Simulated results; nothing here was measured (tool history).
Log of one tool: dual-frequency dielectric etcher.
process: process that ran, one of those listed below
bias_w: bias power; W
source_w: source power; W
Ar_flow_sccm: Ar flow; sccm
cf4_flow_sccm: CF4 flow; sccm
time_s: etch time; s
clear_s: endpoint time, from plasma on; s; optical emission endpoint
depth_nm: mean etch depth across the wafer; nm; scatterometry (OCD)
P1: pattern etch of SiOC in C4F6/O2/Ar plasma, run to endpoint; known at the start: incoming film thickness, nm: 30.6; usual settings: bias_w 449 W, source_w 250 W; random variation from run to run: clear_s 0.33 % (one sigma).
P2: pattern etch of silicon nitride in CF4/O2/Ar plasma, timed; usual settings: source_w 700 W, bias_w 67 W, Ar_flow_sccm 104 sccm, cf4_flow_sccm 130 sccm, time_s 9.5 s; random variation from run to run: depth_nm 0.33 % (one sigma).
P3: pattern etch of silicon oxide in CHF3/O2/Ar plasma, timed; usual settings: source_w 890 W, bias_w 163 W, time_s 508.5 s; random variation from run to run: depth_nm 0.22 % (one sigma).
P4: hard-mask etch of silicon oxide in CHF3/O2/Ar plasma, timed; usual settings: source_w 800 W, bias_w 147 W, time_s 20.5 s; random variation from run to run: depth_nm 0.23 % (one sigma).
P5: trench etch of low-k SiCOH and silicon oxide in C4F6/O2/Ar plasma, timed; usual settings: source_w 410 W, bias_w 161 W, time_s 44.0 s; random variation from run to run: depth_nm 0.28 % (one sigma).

run,hour,process,bias_w,source_w,Ar_flow_sccm,cf4_flow_sccm,time_s,clear_s,depth_nm
1,12.6,P1,449,250,,,,12.428,
2,20.5,P2,67,840,104,130,9.5,,31.928
3,27.8,P4,147,800,,,20.5,,41.750
4,38.5,P5,161,410,,,24.0,,75.830
5,53.7,P3,163,890,,,741.0,,1674.200
6,63.4,P2,67,700,104,130,12.0,,34.489
7,72.5,P5,161,410,,,44.0,,139.280
8,84.3,P2,67,700,104,130,9.5,,27.323
9,91.6,P3,122,890,,,508.5,,1051.300
10,106.6,P5,115,410,,,44.0,,125.940
11,118.1,P3,163,890,,,508.5,,1147.200
12,126.9,P2,41,700,104,130,9.5,,22.863
13,136.7,P1,449,250,,,,12.427,
14,145.9,P5,161,320,,,44.0,,126.770
15,155.2,P1,359,250,,,,13.472,
16,167.1,P4,147,980,,,20.5,,45.135
17,180.2,P2,67,700,104,90,9.5,,26.115
18,193.3,P4,199,800,,,20.5,,46.047
19,204.8,P2,67,700,144,130,9.5,,26.333
20,219.7,P1,449,250,,,,12.464,
21,229.0,P1,449,250,,,,12.499,
22,236.4,P1,449,250,,,,12.402,
23,245.8,P4,147,800,,,20.5,,41.726
24,260.3,P1,449,350,,,,10.990,
25,273.3,P2,67,700,104,130,9.5,,27.314
26,283.0,P5,161,410,,,44.0,,139.600
27,291.7,P4,147,800,,,11.5,,23.465
28,300.0,P1,623,250,,,,10.931,
29,314.3,P1,449,180,,,,13.979,
30,322.7,P3,163,530,,,508.5,,937.590
31,330.8,P1,609,320,,,,10.149,

Forecast run 32:
32,345.9,P1,449,250,,,,?,

clear_s: 12.471 s

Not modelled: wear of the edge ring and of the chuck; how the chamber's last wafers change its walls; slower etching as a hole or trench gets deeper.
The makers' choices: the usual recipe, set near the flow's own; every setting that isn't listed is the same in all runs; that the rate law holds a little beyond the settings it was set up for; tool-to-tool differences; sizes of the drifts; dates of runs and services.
